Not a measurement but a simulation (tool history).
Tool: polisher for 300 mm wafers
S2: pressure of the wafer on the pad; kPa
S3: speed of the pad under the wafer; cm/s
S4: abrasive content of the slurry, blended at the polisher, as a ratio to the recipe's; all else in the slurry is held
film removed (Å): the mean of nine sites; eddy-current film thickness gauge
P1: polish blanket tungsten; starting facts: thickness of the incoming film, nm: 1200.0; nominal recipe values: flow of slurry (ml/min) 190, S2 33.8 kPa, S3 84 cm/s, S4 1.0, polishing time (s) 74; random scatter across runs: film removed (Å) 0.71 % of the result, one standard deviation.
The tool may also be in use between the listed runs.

{"run": 1, "hour": 5.9, "flow of slurry (ml/min)": 190, "S2": 33.8, "S3": 84, "S4": 1.0, "polishing time (s)": 74, "film removed (Å)": 3270.8}
{"run": 2, "hour": 9.4, "flow of slurry (ml/min)": 250, "S2": 33.8, "S3": 84, "S4": 1.0, "polishing time (s)": 74, "film removed (Å)": 3379.9}
{"run": 3, "hour": 13.9, "flow of slurry (ml/min)": 190, "S2": 33.8, "S3": 84, "S4": 1.0, "polishing time (s)": 47, "film removed (Å)": 2053.7}
{"run": 4, "hour": 18.7, "flow of slurry (ml/min)": 115, "S2": 33.8, "S3": 84, "S4": 1.0, "polishing time (s)": 74, "film removed (Å)": 3013.6}
{"run": 5, "hour": 22.4, "flow of slurry (ml/min)": 190, "S2": 33.8, "S3": 84, "S4": 1.0, "polishing time (s)": 74, "film removed (Å)": 3271.3}
{"run": 6, "hour": 26.6, "flow of slurry (ml/min)": 240, "S2": 33.8, "S3": 120, "S4": 1.0, "polishing time (s)": 74, "film removed (Å)": 4830.1}
{"run": 7, "hour": 32.4, "flow of slurry (ml/min)": 190, "S2": 33.8, "S3": 84, "S4": 1.0, "polishing time (s)": 74, "film removed (Å)": 3278.1}
{"run": 8, "hour": 37.5, "flow of slurry (ml/min)": 190, "S2": 33.8, "S3": 84, "S4": 1.0, "polishing time (s)": 74, "film removed (Å)": 3286.1}
{"run": 9, "hour": 44.4, "flow of slurry (ml/min)": 190, "S2": 33.8, "S3": 114, "S4": 1.0, "polishing time (s)": 74, "film removed (Å)": 4423.0}
{"run": 10, "hour": 51.3, "flow of slurry (ml/min)": 190, "S2": 33.8, "S3": 84, "S4": 0.5, "polishing time (s)": 74, "film removed (Å)": 2829.2}
{"run": 11, "hour": 56.8, "flow of slurry (ml/min)": 190, "S2": 33.8, "S3": 84, "S4": 1.5, "polishing time (s)": 74, "film removed (Å)": 3542.3}
{"run": 12, "hour": 60.0, "flow of slurry (ml/min)": 190, "S2": 15.9, "S3": 84, "S4": 1.0, "polishing time (s)": 74, "film removed (Å)": 1531.2}
{"run": 13, "hour": 64.1, "flow of slurry (ml/min)": 190, "S2": 33.8, "S3": 84, "S4": 1.0, "polishing time (s)": 104, "film removed (Å)": 4572.8}
{"run": 14, "hour": 69.2, "flow of slurry (ml/min)": 190, "S2": 42.7, "S3": 84, "S4": 1.0, "polishing time (s)": 74, "film removed (Å)": 4088.9}
{"run": 15, "hour": 76.2, "flow of slurry (ml/min)": 190, "S2": 33.8, "S3": 56, "S4": 1.0, "polishing time (s)": 74, "film removed (Å)": 2157.8}
{"run": 16, "hour": 80.9, "flow of slurry (ml/min)": 190, "S2": 33.8, "S3": 84, "S4": 1.0, "polishing time (s)": 74, "film removed (Å)": 3294.5}
{"run": 17, "hour": 86.9, "flow of slurry (ml/min)": 190, "S2": 33.8, "S3": 84, "S4": 1.0, "polishing time (s)": 74, "film removed (Å)": 3301.3}
{"run": 18, "hour": 93.4, "flow of slurry (ml/min)": 190, "S2": 33.8, "S3": 84, "S4": 1.0, "polishing time (s)": 74, "film removed (Å)": 3143.9}
{"run": 19, "hour": 96.8, "flow of slurry (ml/min)": 190, "S2": 33.8, "S3": 84, "S4": 1.0, "polishing time (s)": 74, "film removed (Å)": 3090.5}
{"hour": 99.3, "done": "slurry blender recalibrated"}
{"hour": 101.5, "done": "slurry tank refilled with fresh slurry and peroxide"}
{"run": 20, "hour": 102.9, "flow of slurry (ml/min)": 190, "S2": 33.8, "S3": 84, "S4": 1.0, "polishing time (s)": 74, "film removed (Å)": 3089.5}
{"run": 21, "hour": 108.5, "flow of slurry (ml/min)": 190, "S2": 33.8, "S3": 84, "S4": 1.0, "polishing time (s)": 74, "film removed (Å)": 3043.4}
{"hour": 109.8, "done": "worn pad replaced by a new one"}
{"run": 22, "hour": 111.9, "flow of slurry (ml/min)": 190, "S2": 33.8, "S3": 84, "S4": 1.0, "polishing time (s)": 74, "film removed (Å)": 3022.9}
{"run": 23, "hour": 117.9, "flow of slurry (ml/min)": 190, "S2": 33.8, "S3": 84, "S4": 1.0, "polishing time (s)": 74, "film removed (Å)": 2954.6}

P1 no longer gives what it gave before; its output has crept away from where it was. The following 2 causes, each at its listed size, fit the log equally well:
A: slurry flow missing at the pad, % = 37.6
B: head's pressure below its setpoint, % = 7.82
The drift started at roughly hour 86.9.
Each remaining cause and why it is not a fit:
removal rate lost through wear of the pad, %: was serviced at hour 109.8, once the creep was under way, yet the earlier output never came back
abrasive missing from the slurry, %: was serviced at hour 99.3, once the creep was under way, yet the earlier output never came back
peroxide lost from the slurry, %: was serviced at hour 101.5, once the creep was under way, yet the earlier output never came back

Below are 4 check runs, each averaged over 3 wafers, with their results shown as question marks. Which of them would give clearly different results depending on which cause is behind the drift?
{"run": "check 1", "hour": 123.9, "flow of slurry (ml/min)": 190, "S2": 33.8, "S3": 58, "S4": 1.0, "polishing time (s)": 74, "film removed (Å)": "?"}
{"run": "check 2", "hour": 123.9, "flow of slurry (ml/min)": 190, "S2": 33.8, "S3": 66, "S4": 1.4, "polishing time (s)": 74, "film removed (Å)": "?"}
{"run": "check 3", "hour": 123.9, "flow of slurry (ml/min)": 190, "S2": 18.6, "S3": 84, "S4": 0.6, "polishing time (s)": 74, "film removed (Å)": "?"}
{"run": "check 4", "hour": 123.9, "flow of slurry (ml/min)": 135, "S2": 33.8, "S3": 84, "S4": 0.55, "polishing time (s)": 74, "film removed (Å)": "?"}

What every check run would give for each of its results, assuming each possible cause in turn:
check=check_1 result=film_removed_(Å) if_A=2078.2 if_B=2078.0
check=check_2 result=film_removed_(Å) if_A=2564.1 if_B=2563.8
check=check_3 result=film_removed_(Å) if_A=1474.3 if_B=1474.1
check=check_4 result=film_removed_(Å) if_A=2410.8 if_B=2482.5
Distance between the nearest two causes, measured in the result of the check that separates them most: check 1 0.01 %; check 2 0.01 %; check 3 0.01 %; check 4 2.93 %
The causes can be told apart only by check 4. The other checks would give nearly the same results under each of them.

Check 4 was then run and gave: film removed (Å) 2404.4. Which cause is it?

The correct cause is A, namely: slurry flow missing at the pad, %.
